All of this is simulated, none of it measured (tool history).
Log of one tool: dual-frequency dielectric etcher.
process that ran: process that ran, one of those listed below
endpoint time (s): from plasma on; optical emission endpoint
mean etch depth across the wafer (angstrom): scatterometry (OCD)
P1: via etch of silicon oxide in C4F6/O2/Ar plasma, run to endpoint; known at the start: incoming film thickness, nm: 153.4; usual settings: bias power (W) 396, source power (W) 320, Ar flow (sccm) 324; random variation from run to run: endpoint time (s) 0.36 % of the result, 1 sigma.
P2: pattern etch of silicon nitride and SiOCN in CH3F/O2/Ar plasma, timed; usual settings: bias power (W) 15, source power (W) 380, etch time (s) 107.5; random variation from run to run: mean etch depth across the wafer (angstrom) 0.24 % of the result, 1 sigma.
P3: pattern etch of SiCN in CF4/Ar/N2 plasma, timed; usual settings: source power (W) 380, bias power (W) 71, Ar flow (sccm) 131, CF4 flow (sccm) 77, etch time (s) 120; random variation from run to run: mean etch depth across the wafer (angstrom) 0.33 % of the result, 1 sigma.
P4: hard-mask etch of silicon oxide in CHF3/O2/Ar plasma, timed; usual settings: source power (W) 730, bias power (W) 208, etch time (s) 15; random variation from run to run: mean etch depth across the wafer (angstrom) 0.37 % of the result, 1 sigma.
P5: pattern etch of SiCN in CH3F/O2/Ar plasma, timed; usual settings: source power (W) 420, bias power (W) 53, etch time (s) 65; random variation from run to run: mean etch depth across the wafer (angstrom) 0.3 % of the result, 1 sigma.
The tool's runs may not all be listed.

run,hour,process that ran,bias power (W),source power (W),Ar flow (sccm),CF4 flow (sccm),etch time (s),hours since the last wet clean,hours since the last bias power generator calibration,hours since the last source power generator calibration,hours since the last Ar flow controller change,endpoint time (s),mean etch depth across the wafer (angstrom)
1,5.9,P1,396,320,324,,,271.4,1802.4,566,3418.9,39.189,
2,10.4,P3,71,380,131,77,151.5,275.9,1806.9,570.5,3423.4,,1090.5
3,15.4,P3,71,380,173,77,120,280.9,1811.9,575.5,3428.4,,831.03
4,18.8,P3,71,380,131,77,120,284.3,1815.3,578.9,3431.8,,864.85
5,24.6,P1,396,320,405,,,290.1,1821.1,584.7,3437.6,40.033,
6,28.8,P1,396,250,261,,,294.3,1825.3,588.9,3441.8,41.57,
7,32.2,P1,396,320,324,,,297.7,1828.7,592.3,3445.2,39.055,
8,37.9,P4,295,730,,,15,303.4,1834.4,598,3450.9,,379.54
9,41.2,P4,208,730,,,15,306.7,1837.7,601.3,3454.2,,336.52
10,47.1,P3,71,380,131,63,120,312.6,1843.6,607.2,3460.1,,832.72
11,50,P1,396,320,324,,,315.5,1846.5,610.1,3463,39.163,
12,53.8,P1,548,320,324,,,319.3,1850.3,613.9,3466.8,34.396,
13,57.9,P5,53,420,,,65,323.4,1854.4,618,3470.9,,223.5
14,63.4,P1,298,320,324,,,328.9,1859.9,623.5,3476.4,43.247,
15,66.5,P1,396,320,324,,,332,1863,626.6,3479.5,39.206,
16,71.6,P3,71,510,131,77,120,337.1,1868.1,631.7,3484.6,,1113.2
17,74.7,P5,53,420,,,65,340.2,1871.2,634.8,3487.7,,225.44
18,78.7,P5,53,330,,,65,344.2,1875.2,638.8,3491.7,,205.22
19,84.5,P4,208,730,,,15,350,1881,644.6,3497.5,,335.72
20,89.8,P3,98,380,131,77,120,355.3,1886.3,649.9,3502.8,,969.47
21,93.1,P1,396,210,324,,,358.6,1889.6,653.2,3506.1,46.015,
22,97.6,P2,9,380,,,107.5,363.1,1894.1,657.7,3510.6,,97.538
23,100.8,P1,396,320,324,,,366.3,1897.3,660.9,3513.8,39.268,
24,105.7,P4,208,730,,,18.5,371.2,1902.2,665.8,3518.7,,414
25,109.1,P2,15,380,,,72.5,374.6,1905.6,669.2,3522.1,,80.229
26,113.8,P1,396,200,437,,,379.3,1910.3,673.9,3526.8,48.128,
# hour 115.3: Ar flow controller replaced
27,116.7,P1,396,420,324,,,382.2,1913.2,676.8,1.4,35.411,
28,122.7,P1,396,320,324,,,388.2,1919.2,682.8,7.4,38.964,
29,127.9,P5,38,420,,,65,393.4,1924.4,688,12.6,,203.2
30,132,P5,53,420,,,41,397.5,1928.5,692.1,16.7,,140.68
31,135.4,P2,15,310,,,107.5,400.9,1931.9,695.5,20.1,,110.24
32,140.7,P4,208,480,,,15,406.2,1937.2,700.8,25.4,,286.61
33,145.9,P2,15,380,,,107.5,411.4,1942.4,706,30.6,,118.68

Run 34 comes next. What will it give?
34,149.9,P1,396,320,197,,,415.4,1946.4,710,34.6,?,

Run 34 gave endpoint time (s) 36.965.

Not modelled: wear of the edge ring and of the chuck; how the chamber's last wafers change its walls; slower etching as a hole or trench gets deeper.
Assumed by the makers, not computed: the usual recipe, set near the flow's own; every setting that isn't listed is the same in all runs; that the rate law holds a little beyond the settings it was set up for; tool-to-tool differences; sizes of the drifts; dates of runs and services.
